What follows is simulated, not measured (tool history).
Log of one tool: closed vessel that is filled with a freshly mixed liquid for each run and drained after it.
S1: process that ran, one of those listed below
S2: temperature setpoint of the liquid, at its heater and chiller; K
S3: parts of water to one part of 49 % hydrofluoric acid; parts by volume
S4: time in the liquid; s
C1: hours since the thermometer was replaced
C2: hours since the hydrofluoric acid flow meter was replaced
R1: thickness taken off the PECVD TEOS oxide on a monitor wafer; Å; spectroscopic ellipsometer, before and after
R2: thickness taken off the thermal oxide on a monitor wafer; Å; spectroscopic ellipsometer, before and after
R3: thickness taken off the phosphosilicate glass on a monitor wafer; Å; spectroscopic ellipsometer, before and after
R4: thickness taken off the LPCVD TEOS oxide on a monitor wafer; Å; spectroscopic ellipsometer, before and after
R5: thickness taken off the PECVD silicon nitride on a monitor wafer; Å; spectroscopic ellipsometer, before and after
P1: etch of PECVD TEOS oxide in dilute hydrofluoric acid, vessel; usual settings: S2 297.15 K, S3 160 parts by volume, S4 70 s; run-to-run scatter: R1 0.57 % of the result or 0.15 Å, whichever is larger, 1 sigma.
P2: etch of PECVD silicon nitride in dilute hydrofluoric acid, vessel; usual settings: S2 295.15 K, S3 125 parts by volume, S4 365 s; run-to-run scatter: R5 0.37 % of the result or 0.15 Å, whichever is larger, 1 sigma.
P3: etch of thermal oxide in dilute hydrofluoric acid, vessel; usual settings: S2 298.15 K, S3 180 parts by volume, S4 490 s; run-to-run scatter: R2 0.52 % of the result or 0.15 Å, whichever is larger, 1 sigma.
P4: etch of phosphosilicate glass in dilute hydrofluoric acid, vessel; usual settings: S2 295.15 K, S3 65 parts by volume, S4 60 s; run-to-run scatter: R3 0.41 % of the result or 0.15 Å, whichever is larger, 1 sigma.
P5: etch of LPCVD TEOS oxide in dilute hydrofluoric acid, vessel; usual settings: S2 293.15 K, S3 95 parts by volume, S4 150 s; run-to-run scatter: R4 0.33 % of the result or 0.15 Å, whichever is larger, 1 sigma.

run    day  S1      S2   S3   S4      C1     C2       R1       R2       R3       R4       R5
  1  0.112  P1  297.15  160   70   851.4  578.3   55.363
  2  0.275  P3  298.15  105  490   855.3  582.2           221.850
  3  0.454  P4  295.15   65   60   859.6  586.5                    1014.70
  4  0.642  P5  293.15   95  150   864.1  591.0                             274.540
  5  0.796  P2  300.15  125  365   867.8  594.7                                       88.291
  6  0.954  P1  297.15  160   70   871.6  598.5   55.785
  7  1.138  P1  297.15  160   70   876.0  602.9   55.924
  8  1.246  P1  301.65  160   70   878.6  605.5   65.664
  9  1.442  P2  295.15  125  365   883.3  610.2                                       63.713
 10  1.550  P5  293.15   95  150   885.9  612.8                             273.110
 11  1.658  P1  305.15   95   70   888.5  615.4  138.530
 12  1.829  P2  295.15   60  365   892.6  619.5                                      131.290
 13  1.946  P2  295.15  125  115   895.4  622.3                                       19.985
 14  2.075  P1  290.15  160   70   898.5  625.4   41.935
 15  2.288  P1  297.15  160   70   903.6  630.5   55.041
 16  2.412  P5  293.15  150  150   906.6  633.5                             163.520
 17  2.638  P4  295.15   65   60   912.0  638.9                    1011.20
 18  2.821  P4  295.15  115   60   916.4  643.3                     536.38
 19  3.021  P1  297.15  160   70   921.2  648.1   55.585
 20  3.192  P3  298.15  180  490   925.3  652.2           117.850
 21  3.329  P5  293.15   95   30   928.6  655.5                              55.128
 22  3.525  P3  291.15  180  490   933.3  660.2            90.335
 23  3.642  P1  297.15  240   70   936.1  663.0   34.124
 24  3.796  P1  293.15  160   30   939.8  666.7   20.273
 25  4.004  P4  290.15   65   60   944.8  671.7                     817.08
 26  4.196  P1  297.15  160   70   949.4  676.3   55.543
 27  4.308  P5  299.65   95  150   952.1  679.0                             355.750
 28  4.471  P1  297.15  160  120   956.0  682.9   94.476
 29  4.600  P4  295.15   65  115   959.1  686.0                    1929.60
 30  4.792  P1  297.15  160   30   963.7  690.6   23.736
 31  4.983  P2  295.15  125  365   968.3  695.2                                       63.479
 32  5.175  P3  298.15  180  865   972.9  699.8           207.120
 33  5.296  P1  297.15   50   70   975.8  702.7  203.280
 34  5.438  P1  297.15  160   70   979.2  706.1   55.389
 35  5.575  P1  297.15  160   70   982.5  709.4   57.319
 36  5.700  P1  297.15  160   70   985.5  712.4   57.904
 37  5.833  P1  297.15  160   70   988.7  715.6   58.661
 38  5.975  P1  297.15  160   70   992.1  719.0   58.950
 39  6.092  P1  297.15  160   70   994.9  721.8   58.885
 40  6.217  P1  297.15  160   70   997.9  724.8   58.810
 41  6.442  P1  297.15  160   70  1003.3  730.2   59.298
 42  6.658  P1  297.15  160   70  1008.5  735.4   59.434

What P1 gives has crept away from where it was. These 2 causes fit the log equally well, each at the size given:
A: liquid hotter than its thermometer reads (K) = 1.91
B: hydrofluoric acid flow above the setpoint (%) = 6.28
The creep began at about day 5.438.

4 check runs are offered, one wafer each, their results left as question marks. Which one tells the causes apart?
check 1  6.875  P3  292.15  180  725               ?
check 2  6.875  P2  295.15   65  120                           ?
check 3  6.875  P4  295.15  110   60                   ?
check 4  6.875  P5  297.65   95   90                       ?

What each check would give under each cause:
  check  result     if A     if B
check 1      R2  149.340  148.860
check 2      R5   45.275   42.243
check 3      R3   610.22   605.72
check 4      R4  212.310  210.820
How far apart the two closest causes lie, in the result that separates them most: check 1 0.32 %; check 2 6.93 %; check 3 0.74 %; check 4 0.7 %
Check 2 tells the causes apart: in the others they would give nearly the same result.

Check 2 was then run and gave: R5 42.214 Å. Which cause is it?

It is B: hydrofluoric acid flow above the setpoint (%).

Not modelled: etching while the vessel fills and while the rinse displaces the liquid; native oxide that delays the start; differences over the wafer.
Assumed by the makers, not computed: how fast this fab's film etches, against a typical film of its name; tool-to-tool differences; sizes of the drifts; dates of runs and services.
